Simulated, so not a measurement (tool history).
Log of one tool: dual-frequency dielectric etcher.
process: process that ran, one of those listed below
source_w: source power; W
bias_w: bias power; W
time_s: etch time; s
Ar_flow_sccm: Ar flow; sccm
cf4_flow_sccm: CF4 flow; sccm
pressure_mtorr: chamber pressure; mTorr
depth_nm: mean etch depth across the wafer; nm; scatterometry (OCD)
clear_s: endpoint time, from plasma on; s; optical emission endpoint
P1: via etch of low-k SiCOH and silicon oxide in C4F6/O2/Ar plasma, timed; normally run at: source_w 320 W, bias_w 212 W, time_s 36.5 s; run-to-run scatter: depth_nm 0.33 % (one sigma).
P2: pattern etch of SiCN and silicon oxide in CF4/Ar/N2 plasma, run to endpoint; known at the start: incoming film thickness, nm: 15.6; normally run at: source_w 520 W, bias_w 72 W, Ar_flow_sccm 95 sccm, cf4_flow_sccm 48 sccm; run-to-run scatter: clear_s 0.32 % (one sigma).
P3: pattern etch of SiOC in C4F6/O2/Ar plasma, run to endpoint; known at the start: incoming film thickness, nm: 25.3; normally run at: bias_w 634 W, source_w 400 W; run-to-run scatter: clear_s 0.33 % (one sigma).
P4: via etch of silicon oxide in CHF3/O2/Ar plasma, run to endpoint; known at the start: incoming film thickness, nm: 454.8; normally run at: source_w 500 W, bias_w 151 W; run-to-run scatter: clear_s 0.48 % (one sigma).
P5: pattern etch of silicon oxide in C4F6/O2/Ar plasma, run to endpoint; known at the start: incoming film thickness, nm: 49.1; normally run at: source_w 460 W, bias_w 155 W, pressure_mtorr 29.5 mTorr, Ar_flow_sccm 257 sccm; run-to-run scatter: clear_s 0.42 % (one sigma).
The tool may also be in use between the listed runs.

run,hour,process,source_w,bias_w,time_s,Ar_flow_sccm,cf4_flow_sccm,pressure_mtorr,hours since the last wet clean,hours since the last source power generator calibration,hours since the last bias power generator calibration,depth_nm,clear_s
1,4.9,P1,320,212,36.5,,,,190.3,771.8,971.2,85.168,
2,8.6,P2,520,72,,71,48,,194,775.5,974.9,,15.781
3,11.8,P1,260,147,36.5,,,,197.2,778.7,978.1,69.472,
4,16,P1,420,212,36.5,,,,201.4,782.9,982.3,94.464,
5,21.6,P4,400,151,,,,,207,788.5,987.9,,291.3
6,26.4,P5,460,155,,257,,29.5,211.8,793.3,992.7,,14.927
7,32.1,P5,460,124,,257,,29.5,217.5,799,998.4,,15.977
8,34.9,P4,500,151,,,,,220.3,801.8,1001.2,,269.17
9,40.7,P2,520,72,,95,48,,226.1,807.6,1007,,16.649
10,46.5,P1,320,212,21.5,,,,231.9,813.4,1012.8,49.655,
11,51.5,P1,320,212,36.5,,,,236.9,818.4,1017.8,85.089,
# hour 54.7: bias power generator calibrated
12,55.6,P2,620,72,,95,48,,241,822.5,1,,14.144
13,59.7,P5,560,155,,257,,29.5,245.1,826.6,5.1,,13.749
14,65.2,P2,520,72,,95,36,,250.6,832.1,10.6,,17.416
15,69.4,P1,320,212,36.5,,,,254.8,836.3,14.8,84.491,
16,72.9,P3,400,841,,,,,258.3,839.8,18.3,,6.9784
17,76.7,P5,460,155,,357,,29.5,262.1,843.6,22.1,,15.618
18,79.7,P1,320,212,36.5,,,,265.1,846.6,25.1,84.632,
19,84.3,P1,320,160,23.5,,,,269.7,851.2,29.7,49.954,
20,88.5,P1,320,212,36.5,,,,273.9,855.4,33.9,84.522,
21,91.8,P3,330,634,,,,,277.2,858.7,37.2,,8.3739
22,97.1,P3,400,634,,,,,282.5,864,42.5,,7.77
23,101.3,P5,460,155,,257,,39,286.7,868.2,46.7,,15.463
24,107.2,P1,320,212,47.5,,,,292.6,874.1,52.6,110.8,
25,112.8,P4,500,181,,,,,298.2,879.7,58.2,,251.41
26,117.9,P1,210,212,36.5,,,,303.3,884.8,63.3,72.134,
27,122.8,P1,320,212,36.5,,,,308.2,889.7,68.2,84.797,
28,128,P1,320,136,36.5,,,,313.4,894.9,73.4,73.897,
29,130.7,P1,320,212,36.5,,,,316.1,897.6,76.1,85.095,
30,136.5,P2,520,42,,95,48,,321.9,903.4,81.9,,19.851
31,140.8,P5,460,155,,257,,29.5,326.2,907.7,86.2,,15.083
32,146.3,P1,320,142,49,,,,331.7,913.2,91.7,100.61,
33,149.1,P1,320,266,36.5,,,,334.5,916,94.5,91.38,
34,154.1,P1,320,212,36.5,,,,339.5,921,99.5,85.032,
35,157,P1,320,212,36.5,,,,342.4,923.9,102.4,84.778,
36,159.6,P1,320,212,36.5,,,,345,926.5,105,84.272,
37,162.9,P1,320,212,36.5,,,,348.3,929.8,108.3,84.042,
38,166.6,P1,320,212,36.5,,,,352,933.5,112,83.647,
39,170.1,P1,320,212,36.5,,,,355.5,937,115.5,83.976,
40,173,P1,320,212,36.5,,,,358.4,939.9,118.4,83.278,
# hour 173.8: wet clean of the chamber
41,176.9,P1,320,212,36.5,,,,3.2,943.8,122.3,83.603,
42,181.5,P1,320,212,36.5,,,,7.8,948.4,126.9,84.216,
43,186.7,P1,320,212,36.5,,,,13,953.6,132.1,83.537,
44,189.6,P1,320,212,36.5,,,,15.9,956.5,135,83.673,
45,194.3,P1,320,212,36.5,,,,20.6,961.2,139.7,83.259,

What P1 gives has crept away from where it was. These 2 causes fit the log equally well, each at the size given:
A: bias power that arrives under what is set, % = 4.91
B: source power that arrives under what is set, % = 4.24
The creep began at about hour 154.1.
Why every other cause is out:
chamber walls in a state that lowers the etch rate, %: serviced at hour 173.8, which brought nothing back

4 check runs are offered, each on 2 wafers whose results are averaged, their results left as question marks. Which one tells the causes apart?
check 1,199,P5,460,155,,257,,29.5,,,,,?
check 2,199,P3,400,634,,,,,,,,,?
check 3,199,P4,500,151,,,,,,,,,?
check 4,199,P2,520,72,,95,48,,,,,,?

What each check would give under each cause:
check,result,if A,if B
check 1,clear_s,15.222,15.252
check 2,clear_s,7.935,7.907
check 3,clear_s,271.73,271.79
check 4,clear_s,16.884,17.232
How far apart the two closest causes lie, in the result that separates them most: check 1 0.2 %; check 2 0.35 %; check 3 0.02 %; check 4 2.04 %
Check 4 tells the causes apart: in the others they would give nearly the same result.

Then check 4 was run and gave: clear_s 16.88 s. Which cause is it?

It is A: bias power that arrives under what is set, %.
